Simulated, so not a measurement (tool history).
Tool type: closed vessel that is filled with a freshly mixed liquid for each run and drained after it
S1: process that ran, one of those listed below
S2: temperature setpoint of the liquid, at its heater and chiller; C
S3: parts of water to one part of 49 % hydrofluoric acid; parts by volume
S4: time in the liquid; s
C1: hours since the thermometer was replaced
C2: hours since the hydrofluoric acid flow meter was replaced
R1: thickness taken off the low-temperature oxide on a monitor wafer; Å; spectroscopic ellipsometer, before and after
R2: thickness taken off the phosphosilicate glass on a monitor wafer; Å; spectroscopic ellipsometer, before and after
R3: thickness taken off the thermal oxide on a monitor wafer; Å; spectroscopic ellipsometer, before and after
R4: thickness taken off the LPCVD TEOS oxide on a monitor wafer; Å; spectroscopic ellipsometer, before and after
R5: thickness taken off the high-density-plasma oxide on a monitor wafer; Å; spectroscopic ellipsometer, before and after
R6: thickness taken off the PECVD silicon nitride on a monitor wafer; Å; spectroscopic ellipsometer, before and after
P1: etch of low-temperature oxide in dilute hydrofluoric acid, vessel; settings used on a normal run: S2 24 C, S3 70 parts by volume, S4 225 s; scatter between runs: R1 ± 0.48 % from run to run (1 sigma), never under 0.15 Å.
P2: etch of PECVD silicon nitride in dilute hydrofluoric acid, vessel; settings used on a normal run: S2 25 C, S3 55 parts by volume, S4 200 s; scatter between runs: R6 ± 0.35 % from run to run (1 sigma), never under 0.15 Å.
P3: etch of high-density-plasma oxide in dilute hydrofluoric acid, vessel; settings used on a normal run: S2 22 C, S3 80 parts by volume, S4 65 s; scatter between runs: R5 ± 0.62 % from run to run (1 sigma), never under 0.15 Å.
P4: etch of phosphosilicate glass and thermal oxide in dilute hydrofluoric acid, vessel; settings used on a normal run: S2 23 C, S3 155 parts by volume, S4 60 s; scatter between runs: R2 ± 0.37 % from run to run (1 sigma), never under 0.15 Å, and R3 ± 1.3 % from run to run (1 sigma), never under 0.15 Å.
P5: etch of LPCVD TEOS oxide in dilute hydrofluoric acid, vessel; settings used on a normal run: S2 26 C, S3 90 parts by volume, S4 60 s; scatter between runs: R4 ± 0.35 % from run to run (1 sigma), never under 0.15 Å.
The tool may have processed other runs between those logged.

| run | day | S1 | S2 | S3 | S4 | C1 | C2 | R1 | R2 | R3 | R4 | R5 | R6 |
|---|---|---|---|---|---|---|---|---|---|---|---|---|---|
| 1 | 0.333 | P1 | 24 | 70 | 225 | 254.4 | 423.6 | 445.8 |  |  |  |  |  |
| 2 | 0.958 | P1 | 24 | 70 | 225 | 269.4 | 438.6 | 442.11 |  |  |  |  |  |
| 3 | 1.583 | P1 | 24 | 110 | 225 | 284.4 | 453.6 | 270.13 |  |  |  |  |  |
| 4 | 2.108 | P4 | 23 | 155 | 60 | 297 | 466.2 |  | 532.58 | 16.512 |  |  |  |
| 5 | 2.667 | P5 | 26 | 90 | 30 | 310.4 | 479.6 |  |  |  | 75.257 |  |  |
| 6 | 3.096 | P1 | 31.5 | 70 | 75 | 320.7 | 489.9 | 197.96 |  |  |  |  |  |
| 7 | 3.392 | P4 | 23 | 155 | 60 | 327.8 | 497 |  | 534.06 | 17.212 |  |  |  |
| 8 | 4.021 | P3 | 17 | 80 | 65 | 342.9 | 512.1 |  |  |  |  | 34.921 |  |
| 9 | 4.392 | P3 | 22 | 125 | 65 | 351.8 | 521 |  |  |  |  | 26.365 |  |
| 10 | 4.696 | P2 | 25 | 55 | 95 | 359.1 | 528.3 |  |  |  |  |  | 51.872 |
| 11 | 5.208 | P4 | 17 | 155 | 60 | 371.4 | 540.6 |  | 420.33 | 13.356 |  |  |  |
| 12 | 5.75 | P1 | 24 | 70 | 115 | 384.4 | 553.6 | 227.56 |  |  |  |  |  |
| 13 | 6.383 | P2 | 17 | 55 | 200 | 399.6 | 568.8 |  |  |  |  |  | 63.154 |
| 14 | 6.85 | P4 | 23 | 155 | 30 | 410.8 | 580 |  | 267.27 | 8.4944 |  |  |  |
| 15 | 7.429 | P1 | 24 | 70 | 225 | 424.7 | 593.9 | 442.38 |  |  |  |  |  |
| 16 | 8 | P5 | 26 | 25 | 60 | 438.4 | 607.6 |  |  |  | 587.61 |  |  |
| 17 | 8.275 | P1 | 24 | 35 | 225 | 445 | 614.2 | 925.94 |  |  |  |  |  |
| 18 | 8.55 | P1 | 24 | 70 | 340 | 451.6 | 620.8 | 677.12 |  |  |  |  |  |
| 19 | 9.175 | P3 | 22 | 80 | 110 | 466.6 | 635.8 |  |  |  |  | 72.472 |  |
| 20 | 9.792 | P3 | 22 | 80 | 65 | 481.4 | 650.6 |  |  |  |  | 43.017 |  |
| 21 | 10.158 | P1 | 17 | 70 | 225 | 490.2 | 659.4 | 327.8 |  |  |  |  |  |
| 22 | 10.629 | P2 | 25 | 20 | 200 | 501.5 | 670.7 |  |  |  |  |  | 292.56 |
|  | 10.946 | thermometer replaced |
| 23 | 11.112 | P5 | 32 | 90 | 60 | 4 | 682.3 |  |  |  | 188.99 |  |  |
| 24 | 11.625 | P4 | 23 | 285 | 60 | 16.3 | 694.6 |  | 253.46 | 8.202 |  |  |  |
| 25 | 12.2 | P1 | 17 | 105 | 225 | 30.1 | 708.4 | 212.09 |  |  |  |  |  |
| 26 | 12.808 | P3 | 22 | 80 | 65 | 44.7 | 723 |  |  |  |  | 42.686 |  |
| 27 | 13.333 | P1 | 24 | 70 | 225 | 57.3 | 735.6 | 445.29 |  |  |  |  |  |
| 28 | 13.604 | P2 | 25 | 55 | 200 | 63.8 | 742.1 |  |  |  |  |  | 109.25 |
| 29 | 14.175 | P1 | 24 | 70 | 225 | 77.5 | 755.8 | 441.6 |  |  |  |  |  |
| 30 | 14.604 | P1 | 24 | 70 | 225 | 87.8 | 766.1 | 447.02 |  |  |  |  |  |
| 31 | 15.075 | P1 | 29 | 70 | 440 | 99.1 | 777.4 | 1062.2 |  |  |  |  |  |
| 32 | 15.383 | P5 | 26 | 90 | 60 | 106.5 | 784.8 |  |  |  | 150.15 |  |  |
| 33 | 15.658 | P1 | 31 | 70 | 225 | 113.1 | 791.4 | 584.5 |  |  |  |  |  |
| 34 | 16.038 | P5 | 26 | 90 | 60 | 122.2 | 800.5 |  |  |  | 149.37 |  |  |
| 35 | 16.575 | P1 | 24 | 70 | 225 | 135.1 | 813.4 | 446.1 |  |  |  |  |  |
| 36 | 16.933 | P1 | 24 | 70 | 225 | 143.7 | 822 | 456.53 |  |  |  |  |  |
| 37 | 17.325 | P1 | 24 | 70 | 225 | 153.1 | 831.4 | 466.02 |  |  |  |  |  |
| 38 | 17.746 | P1 | 24 | 70 | 225 | 163.2 | 841.5 | 470.66 |  |  |  |  |  |
| 39 | 18.183 | P1 | 24 | 70 | 225 | 173.7 | 852 | 473.17 |  |  |  |  |  |
| 40 | 18.504 | P1 | 24 | 70 | 225 | 181.4 | 859.7 | 473.48 |  |  |  |  |  |
| 41 | 18.838 | P1 | 24 | 70 | 225 | 189.4 | 867.7 | 480.73 |  |  |  |  |  |
| 42 | 19.275 | P1 | 24 | 70 | 225 | 199.9 | 878.2 | 478.43 |  |  |  |  |  |

The output of P1 has drifted from where it used to be. Each of the 2 causes below, taken at the size shown beside it, accounts for the log equally well:
A: liquid hotter than its thermometer reads (K) = 1.87
B: hydrofluoric acid flow above the setpoint (%) = 7.12
At approximately day 16.575, the process output began to creep.

Listed below are the offered check runs, one wafer per run, with question marks in place of results. For which of them would the causes give clearly different outcomes?
| check 1 | 19.712 | P2 | 25 | 55 | 200 |  |  |  |  |  |  |  | ? |
| check 2 | 19.712 | P3 | 22 | 80 | 65 |  |  |  |  |  |  | ? |  |
| check 3 | 19.712 | P4 | 23 | 155 | 60 |  |  |  | ? | ? |  |  |  |
| check 4 | 19.712 | P5 | 26 | 90 | 60 |  |  |  |  |  | ? |  |  |

Expected result of each check under each candidate cause:
| check | result | if A | if B |
|---|---|---|---|
| check 1 | R6 | 123.87 | 117.08 |
| check 2 | R5 | 46.409 | 46.381 |
| check 3 | R2 | 571.75 | 576.9 |
| check 3 | R3 | 18.307 | 18.472 |
| check 4 | R4 | 160.95 | 161.58 |
Smallest distance between any two causes, each pair judged by its most separating result, in per cent: check 1 5.64 %; check 2 0.06 %; check 3 0.9 %; check 4 0.39 %
The causes can be told apart only by check 1. The other checks would give nearly the same results under each of them.

Then check 1 was run and gave: R6 117.1 Å. Which cause is it?

It was cause B: hydrofluoric acid flow above the setpoint (%).
